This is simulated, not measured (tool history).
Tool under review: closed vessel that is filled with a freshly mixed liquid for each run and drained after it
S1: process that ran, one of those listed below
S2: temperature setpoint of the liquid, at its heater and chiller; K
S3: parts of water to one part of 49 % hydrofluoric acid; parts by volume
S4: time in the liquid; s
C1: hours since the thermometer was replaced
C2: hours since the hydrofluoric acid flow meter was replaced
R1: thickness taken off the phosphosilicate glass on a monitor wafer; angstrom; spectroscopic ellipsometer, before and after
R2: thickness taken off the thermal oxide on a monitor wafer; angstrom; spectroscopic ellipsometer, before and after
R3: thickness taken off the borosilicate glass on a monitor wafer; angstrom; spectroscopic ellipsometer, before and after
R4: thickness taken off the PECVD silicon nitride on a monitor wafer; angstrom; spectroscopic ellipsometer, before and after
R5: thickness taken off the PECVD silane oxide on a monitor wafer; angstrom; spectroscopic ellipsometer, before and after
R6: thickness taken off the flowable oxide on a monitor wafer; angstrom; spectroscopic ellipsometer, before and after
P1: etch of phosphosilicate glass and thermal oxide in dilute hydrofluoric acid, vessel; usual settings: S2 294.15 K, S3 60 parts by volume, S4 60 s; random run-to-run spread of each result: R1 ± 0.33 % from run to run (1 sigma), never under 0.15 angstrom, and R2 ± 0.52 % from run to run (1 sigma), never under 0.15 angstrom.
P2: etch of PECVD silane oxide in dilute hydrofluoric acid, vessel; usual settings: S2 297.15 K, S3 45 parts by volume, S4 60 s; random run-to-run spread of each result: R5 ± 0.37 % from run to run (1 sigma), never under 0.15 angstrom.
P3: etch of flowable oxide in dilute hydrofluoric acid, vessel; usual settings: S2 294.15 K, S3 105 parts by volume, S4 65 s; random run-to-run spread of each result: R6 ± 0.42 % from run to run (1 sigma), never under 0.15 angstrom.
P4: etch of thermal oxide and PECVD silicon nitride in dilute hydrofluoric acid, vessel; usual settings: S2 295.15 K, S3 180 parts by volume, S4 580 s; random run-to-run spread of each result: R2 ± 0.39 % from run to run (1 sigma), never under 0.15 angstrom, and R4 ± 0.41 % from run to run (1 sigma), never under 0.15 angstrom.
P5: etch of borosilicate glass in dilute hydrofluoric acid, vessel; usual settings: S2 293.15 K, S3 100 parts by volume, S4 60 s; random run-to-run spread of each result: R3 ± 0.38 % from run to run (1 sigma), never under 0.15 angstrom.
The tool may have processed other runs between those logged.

run	hour	S1	S2	S3	S4	C1	C2	R1	R2	R3	R4	R5	R6
1	3.9	P1	294.15	60	60	269.7	469	550.49	43.995				
2	8.7	P5	293.15	100	60	274.5	473.8			223.2			
3	16.2	P1	298.15	60	60	282	481.3	648.83	51.731				
4	23.6	P1	294.15	60	60	289.4	488.7	549.76	43.85				
5	30.9	P4	295.15	180	580	296.7	496		128.27		78.81		
6	38	P1	294.15	20	60	303.8	503.1	1731.7	139.02				
7	45.3	P5	293.15	100	30	311.1	510.4			111.72			
8	52.3	P4	295.15	180	150	318.1	517.4		33.34		20.449		
9	60	P1	297.65	60	30	325.8	525.1	318.27	25.292				
10	66.1	P2	297.15	75	60	331.9	531.2					240.19	
11	73.8	P3	299.65	105	65	339.6	538.9						223.49
12	80	P4	295.15	40	580	345.8	545.1		679.02		344.36		
13	86.6	P1	290.15	60	60	352.4	551.7	465.78	37.228				
14	91.8	P2	293.15	45	60	357.6	556.9					353.13	
15	96.5	P5	290.15	100	60	362.3	561.6			198.02			
16	104	P2	297.15	45	30	369.8	569.1					207.14	
17	108.1	P1	294.15	85	60	373.9	573.2	376	29.765				
18	113.1	P1	294.15	60	60	378.9	578.2	548.69	43.819				
19	117.4	P1	294.15	60	90	383.2	582.5	818.79	66.01				
20	121.7	P5	293.15	140	60	387.5	586.8			153.44			
21	128.1	P3	294.15	185	65	393.9	593.2						93.296
22	131.8	P4	303.15	180	580	397.6	596.9		172.53		130.21		
23	135.6	P1	294.15	60	60	401.4	600.7	546.71	44.161				
24	141.2	P5	293.15	100	60	407	606.3			224.57			
25	145.6	P3	294.15	105	35	411.4	610.7						96.497
26	151.9	P4	295.15	180	580	417.7	617		128.27		78.474		
27	157.1	P1	294.15	60	60	422.9	622.2	552.64	44.001				
28	164.9	P1	294.15	60	30	430.7	630	275.78	22.099				
29	171.3	P2	297.15	45	60	437.1	636.4					413.55	
30	177.3	P3	294.15	105	65	443.1	642.4						178.58
31	185	P1	294.15	60	60	450.8	650.1	552.29	44.152				
32	191.9	P1	294.15	60	60	457.7	657	572.84	45.958				
33	197.8	P1	294.15	60	60	463.6	662.9	584.11	46.492				
34	201.8	P1	294.15	60	60	467.6	666.9	585.72	46.845				
35	205.9	P1	294.15	60	60	471.7	671	591.07	47.142				
36	211	P1	294.15	60	60	476.8	676.1	593.63	46.957				
37	214.5	P1	294.15	60	60	480.3	679.6	594.97	47.093				
38	222.3	P1	294.15	60	60	488.1	687.4	593.82	47.051				

P1 no longer gives what it gave before; its output has crept away from where it was. The following 2 causes, each at its listed size, fit the log equally well:
A: liquid hotter than its thermometer reads (K) = 1.82
B: hydrofluoric acid flow above the setpoint (%) = 7.31
The drift started at roughly hour 185.

4 check runs are offered, one wafer each, their results left as question marks. Which one tells the causes apart?
check 1	230.1	P5	293.15	100	60					?			
check 2	230.1	P3	294.15	105	65								?
check 3	230.1	P4	295.15	180	580				?		?		
check 4	230.1	P2	297.15	45	60							?	

Outcome of each check run for each possible cause:
check	result	if A	if B
check 1	R3	241.7	242.67
check 2	R6	192.92	193.98
check 3	R2	138.12	140.14
check 3	R4	88.591	84.443
check 4	R5	447.49	447.53
Separation of the two closest causes in each check, using whichever result separates them best: check 1 0.4 %; check 2 0.55 %; check 3 4.79 %; check 4 0.01 %
Check 3 tells the causes apart: in the others they would give nearly the same result.

The results of check 3 are: R2 140.36 angstrom; R4 83.872 angstrom. Based on these, which of the listed causes is it?

It is B: hydrofluoric acid flow above the setpoint (%).

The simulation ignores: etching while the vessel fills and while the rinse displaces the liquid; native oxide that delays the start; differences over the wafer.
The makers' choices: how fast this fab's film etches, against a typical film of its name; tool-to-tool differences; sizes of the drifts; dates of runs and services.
